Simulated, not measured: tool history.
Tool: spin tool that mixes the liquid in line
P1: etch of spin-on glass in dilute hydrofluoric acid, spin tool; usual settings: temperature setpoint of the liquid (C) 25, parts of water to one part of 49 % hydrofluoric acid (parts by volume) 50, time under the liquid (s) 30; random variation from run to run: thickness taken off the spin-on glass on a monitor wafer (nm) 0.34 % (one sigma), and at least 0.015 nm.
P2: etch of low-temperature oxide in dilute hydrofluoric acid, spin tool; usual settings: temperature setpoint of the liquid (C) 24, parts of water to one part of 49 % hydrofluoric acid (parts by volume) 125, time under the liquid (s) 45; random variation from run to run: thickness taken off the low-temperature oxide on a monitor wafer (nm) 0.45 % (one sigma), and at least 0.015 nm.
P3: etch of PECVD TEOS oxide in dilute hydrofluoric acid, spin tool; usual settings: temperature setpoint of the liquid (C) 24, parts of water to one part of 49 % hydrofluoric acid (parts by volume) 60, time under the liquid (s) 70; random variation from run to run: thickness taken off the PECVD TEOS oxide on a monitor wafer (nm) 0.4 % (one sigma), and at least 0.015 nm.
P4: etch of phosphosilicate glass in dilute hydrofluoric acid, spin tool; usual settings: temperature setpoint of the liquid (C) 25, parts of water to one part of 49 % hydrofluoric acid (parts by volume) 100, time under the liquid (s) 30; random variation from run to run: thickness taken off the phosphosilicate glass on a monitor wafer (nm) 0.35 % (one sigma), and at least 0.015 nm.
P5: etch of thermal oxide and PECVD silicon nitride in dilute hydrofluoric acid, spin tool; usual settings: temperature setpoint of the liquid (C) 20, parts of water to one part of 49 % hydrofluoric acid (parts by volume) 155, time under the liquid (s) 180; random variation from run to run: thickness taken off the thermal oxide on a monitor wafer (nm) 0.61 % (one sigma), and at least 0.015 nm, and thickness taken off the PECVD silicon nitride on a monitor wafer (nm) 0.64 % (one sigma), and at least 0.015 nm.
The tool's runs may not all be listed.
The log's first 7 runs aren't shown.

run	day	process that ran	temperature setpoint of the liquid (C)	parts of water to one part of 49 % hydrofluoric acid (parts by volume)	time under the liquid (s)	thickness taken off the spin-on glass on a monitor wafer (nm)	thickness taken off the thermal oxide on a monitor wafer (nm)	thickness taken off the PECVD silicon nitride on a monitor wafer (nm)	thickness taken off the PECVD TEOS oxide on a monitor wafer (nm)	thickness taken off the low-temperature oxide on a monitor wafer (nm)	thickness taken off the phosphosilicate glass on a monitor wafer (nm)
8	4.354	P1	25	50	30	20.1					
9	4.904	P3	24	60	70				35.657		
10	5.421	P5	20	155	340		8.3129	9.6149			
11	5.779	P1	25	50	60	40.286					
12	6.333	P3	18	60	70				27.505		
13	7.062	P1	30.5	50	30	24.851					
14	7.796	P2	24	125	45					5.234	
15	8.475	P1	25	50	30	19.984					
16	9.029	P4	25	100	30						44.171
17	9.621	P3	24	60	130				66.048		
18	10.3	P2	24	125	15					1.7459	
19	10.75	P4	25	100	30						44.264
20	11.492	P4	17	100	30						31.952
21	12.054	P1	25	20	30	51.982					
22	12.425	P1	25	50	30	19.912					
23	13.054	P5	20	155	180		4.4509	5.0844			

The next listed run, before its measurement:
24	13.612	P1	25	70	15	?					

{"run 24": {"thickness taken off the spin-on glass on a monitor wafer (nm)": 6.9813}}
